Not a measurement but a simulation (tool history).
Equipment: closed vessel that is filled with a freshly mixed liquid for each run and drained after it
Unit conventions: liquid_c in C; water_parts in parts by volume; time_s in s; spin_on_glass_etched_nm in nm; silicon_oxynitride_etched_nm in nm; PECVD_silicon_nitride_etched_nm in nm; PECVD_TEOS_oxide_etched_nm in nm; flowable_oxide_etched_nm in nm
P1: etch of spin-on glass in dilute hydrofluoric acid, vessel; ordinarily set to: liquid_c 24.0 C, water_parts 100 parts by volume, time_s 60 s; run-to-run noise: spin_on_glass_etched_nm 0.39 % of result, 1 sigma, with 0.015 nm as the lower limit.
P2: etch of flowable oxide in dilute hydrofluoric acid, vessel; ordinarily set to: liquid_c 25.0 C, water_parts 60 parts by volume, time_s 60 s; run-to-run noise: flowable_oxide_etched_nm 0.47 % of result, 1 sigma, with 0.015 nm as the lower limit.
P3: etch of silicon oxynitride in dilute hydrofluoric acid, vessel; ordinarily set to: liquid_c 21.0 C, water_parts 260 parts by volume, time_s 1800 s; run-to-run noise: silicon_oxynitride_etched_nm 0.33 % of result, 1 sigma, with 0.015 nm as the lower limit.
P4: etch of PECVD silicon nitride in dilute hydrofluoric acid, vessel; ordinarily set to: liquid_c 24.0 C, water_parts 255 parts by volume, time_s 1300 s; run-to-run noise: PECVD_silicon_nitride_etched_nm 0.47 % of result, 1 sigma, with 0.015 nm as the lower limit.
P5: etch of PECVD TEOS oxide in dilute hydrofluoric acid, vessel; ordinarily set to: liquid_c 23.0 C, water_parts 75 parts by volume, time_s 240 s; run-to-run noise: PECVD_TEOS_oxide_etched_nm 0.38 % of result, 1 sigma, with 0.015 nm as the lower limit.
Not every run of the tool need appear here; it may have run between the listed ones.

run,hour,process,liquid_c,water_parts,time_s,hours since the thermometer was replaced,hours since the hydrofluoric acid flow meter was replaced,spin_on_glass_etched_nm,silicon_oxynitride_etched_nm,PECVD_silicon_nitride_etched_nm,PECVD_TEOS_oxide_etched_nm,flowable_oxide_etched_nm
1,4.0,P1,24.0,100,60,994.2,921.0,20.0460,,,,
2,7.3,P3,21.0,260,395,997.5,924.3,,5.1293,,,
3,12.9,P3,21.0,260,1800,1003.1,929.9,,23.3410,,,
4,18.6,P1,24.0,100,60,1008.8,935.6,20.1110,,,,
5,21.5,P4,24.0,255,1300,1011.7,938.5,,,16.6850,,
6,27.4,P5,23.0,75,95,1017.6,944.4,,,,19.214,
7,31.7,P1,24.0,100,60,1021.9,948.7,20.1150,,,,
8,34.6,P1,24.0,140,30,1024.8,951.6,6.8654,,,,
9,37.3,P5,23.0,110,240,1027.5,954.3,,,,31.746,
10,42.7,P1,24.0,40,105,1032.9,959.7,94.8280,,,,
11,46.0,P2,25.0,60,30,1036.2,963.0,,,,,22.359
# hour 48.1: hydrofluoric acid flow meter replaced
12,49.1,P2,25.0,60,60,1039.3,1.1,,,,,45.098
13,54.7,P4,24.0,255,510,1044.9,6.7,,,6.6404,,
14,60.4,P2,25.0,60,60,1050.6,12.4,,,,,44.812
15,64.4,P1,19.0,100,60,1054.6,16.4,16.4640,,,,
16,69.4,P1,24.0,100,60,1059.6,21.4,20.0520,,,,
17,72.2,P1,24.0,45,60,1062.4,24.2,47.5260,,,,
18,77.0,P1,31.0,100,60,1067.2,29.0,26.2700,,,,
19,80.4,P1,24.0,100,60,1070.6,32.4,20.0990,,,,
20,84.5,P4,24.0,105,1300,1074.7,36.5,,,40.0210,,
21,88.2,P1,24.0,100,90,1078.4,40.2,30.2460,,,,
22,94.1,P1,24.0,100,30,1084.3,46.1,10.1070,,,,
23,98.6,P2,25.0,25,60,1088.8,50.6,,,,,112.900
24,104.2,P1,24.0,100,60,1094.4,56.2,19.9870,,,,
25,108.4,P4,18.5,255,1300,1098.6,60.4,,,11.8160,,
26,111.6,P2,32.0,60,60,1101.8,63.6,,,,,58.757
27,116.9,P1,24.0,145,60,1107.1,68.9,13.1910,,,,
28,121.8,P3,21.0,435,1800,1112.0,73.8,,12.4480,,,
29,124.7,P5,23.0,75,240,1114.9,76.7,,,,48.364,
30,128.7,P3,28.5,260,1800,1118.9,80.7,,32.4050,,,
31,131.5,P5,17.0,75,240,1121.7,83.5,,,,38.100,
32,135.1,P1,24.0,100,60,1125.3,87.1,20.1200,,,,
33,137.7,P1,24.0,100,60,1127.9,89.7,20.4060,,,,
34,141.6,P1,24.0,100,60,1131.8,93.6,20.8310,,,,
35,145.9,P1,24.0,100,60,1136.1,97.9,21.0310,,,,
36,148.5,P1,24.0,100,60,1138.7,100.5,21.2200,,,,
37,152.7,P1,24.0,100,60,1142.9,104.7,21.2080,,,,
38,157.7,P1,24.0,100,60,1147.9,109.7,21.3600,,,,
39,161.7,P1,24.0,100,60,1151.9,113.7,21.3930,,,,

Compared with where it was, what P1 gives has crept away. Each cause listed below fits the log as well as the rest, at the size given for it:
A: hydrofluoric acid flow above the setpoint (%) = 5.58
B: liquid hotter than its thermometer reads (K) = 1.55
The onset of the drift is placed at about hour 135.1.

The check runs listed below each take one wafer, and their results are still question marks. Under which run would the listed causes lead to clearly different results?
check 1,165.7,P4,21.0,255,1300,,,,,?,,
check 2,165.7,P3,28.0,355,1800,,,,?,,,
check 3,165.7,P2,25.0,40,30,,,,,,,?
check 4,165.7,P5,17.0,75,105,,,,,,?,

Expected result of each check under each candidate cause:
check,result,if A,if B
check 1,PECVD_silicon_nitride_etched_nm,14.6030,15.2790
check 2,silicon_oxynitride_etched_nm,22.9880,22.8140
check 3,flowable_oxide_etched_nm,36.608,36.841
check 4,PECVD_TEOS_oxide_etched_nm,17.509,17.639
Smallest distance between any two causes, each pair judged by its most separating result, in per cent: check 1 4.53 %; check 2 0.76 %; check 3 0.63 %; check 4 0.74 %
Check 1 tells the causes apart: in the others they would give nearly the same result.

Check 1 was then run and gave: PECVD_silicon_nitride_etched_nm 15.1180 nm. Which cause is it?

The correct cause is B, namely: liquid hotter than its thermometer reads (K).
